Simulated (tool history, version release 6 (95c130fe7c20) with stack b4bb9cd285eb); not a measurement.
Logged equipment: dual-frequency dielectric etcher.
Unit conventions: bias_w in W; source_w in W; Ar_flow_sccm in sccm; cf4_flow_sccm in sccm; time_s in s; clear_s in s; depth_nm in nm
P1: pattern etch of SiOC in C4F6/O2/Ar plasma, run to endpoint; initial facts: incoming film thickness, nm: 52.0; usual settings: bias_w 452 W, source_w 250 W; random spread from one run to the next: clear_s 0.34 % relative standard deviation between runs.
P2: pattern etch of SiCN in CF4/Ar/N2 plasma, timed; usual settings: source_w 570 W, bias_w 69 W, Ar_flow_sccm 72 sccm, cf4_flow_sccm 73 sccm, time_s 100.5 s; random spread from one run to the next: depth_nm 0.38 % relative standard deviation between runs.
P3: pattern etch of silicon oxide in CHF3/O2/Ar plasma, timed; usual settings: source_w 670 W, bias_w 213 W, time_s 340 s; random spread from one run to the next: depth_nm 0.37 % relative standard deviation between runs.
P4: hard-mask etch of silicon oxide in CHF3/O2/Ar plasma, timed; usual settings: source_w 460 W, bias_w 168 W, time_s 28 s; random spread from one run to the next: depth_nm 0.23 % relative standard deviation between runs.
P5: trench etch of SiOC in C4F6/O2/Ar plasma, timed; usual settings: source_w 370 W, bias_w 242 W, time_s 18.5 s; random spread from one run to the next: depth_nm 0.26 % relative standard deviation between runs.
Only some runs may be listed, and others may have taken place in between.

run,hour,process,bias_w,source_w,Ar_flow_sccm,cf4_flow_sccm,time_s,hours since the last wet clean,hours since the last bias power generator calibration,hours since the last source power generator calibration,clear_s,depth_nm
1,9.4,P1,452,250,,,,454.4,665.3,769.5,21.926,
2,18.4,P1,452,250,,,,463.4,674.3,778.5,21.967,
3,24.4,P2,69,570,72,73,136.5,469.4,680.3,784.5,,151.46
4,29.2,P1,367,330,,,,474.2,685.1,789.3,21.371,
5,36.1,P5,242,370,,,18.5,481.1,692,796.2,,39.973
6,42.8,P2,69,570,72,73,100.5,487.8,698.7,802.9,,110.92
7,48.3,P3,163,670,,,340,493.3,704.2,808.4,,654.43
8,57.1,P3,213,670,,,340,502.1,713,817.2,,715.61
9,66.8,P1,352,250,,,,511.8,722.7,826.9,24.066,
10,76.4,P2,69,570,72,44,100.5,521.4,732.3,836.5,,102.62
11,81.1,P4,168,460,,,28,526.1,737,841.2,,46.204
12,89.3,P1,452,150,,,,534.3,745.2,849.4,26.466,
13,94.2,P3,213,670,,,340,539.2,750.1,854.3,,715.73
14,102.1,P5,242,370,,,12,547.1,758,862.2,,26.075
15,106.5,P4,168,460,,,28,551.5,762.4,866.6,,46.434
16,112.4,P2,69,570,72,73,100.5,557.4,768.3,872.5,,111.34
17,116.8,P1,575,250,,,,561.8,772.7,876.9,19.926,
18,122.5,P1,452,290,,,,567.5,778.4,882.6,20.693,
19,131.3,P4,168,460,,,40.5,576.3,787.2,891.4,,67.075
20,140.3,P2,69,690,72,73,100.5,585.3,796.2,900.4,,131.84
21,146.9,P1,452,250,,,,591.9,802.8,907,21.946,
22,153.3,P1,310,330,,,,598.3,809.2,913.4,22.645,
23,162.9,P1,452,250,,,,607.9,818.8,923,21.923,
24,167.6,P2,69,570,92,73,100.5,612.6,823.5,927.7,,106.83
25,174.8,P1,452,250,,,,619.8,830.7,934.9,21.933,
26,184.7,P4,168,330,,,28,629.7,840.6,944.8,,40.832
27,192.2,P3,213,880,,,340,637.2,848.1,952.3,,793.6
28,198.4,P1,536,340,,,,643.4,854.3,958.5,18.424,
29,204.3,P4,116,460,,,28,649.3,860.2,964.4,,40.993

Run 30, settings as shown, results not yet in. Your forecast:
30,212.8,P5,242,440,,,18.5,657.8,868.7,972.9,,?

depth_nm: 42.767 nm
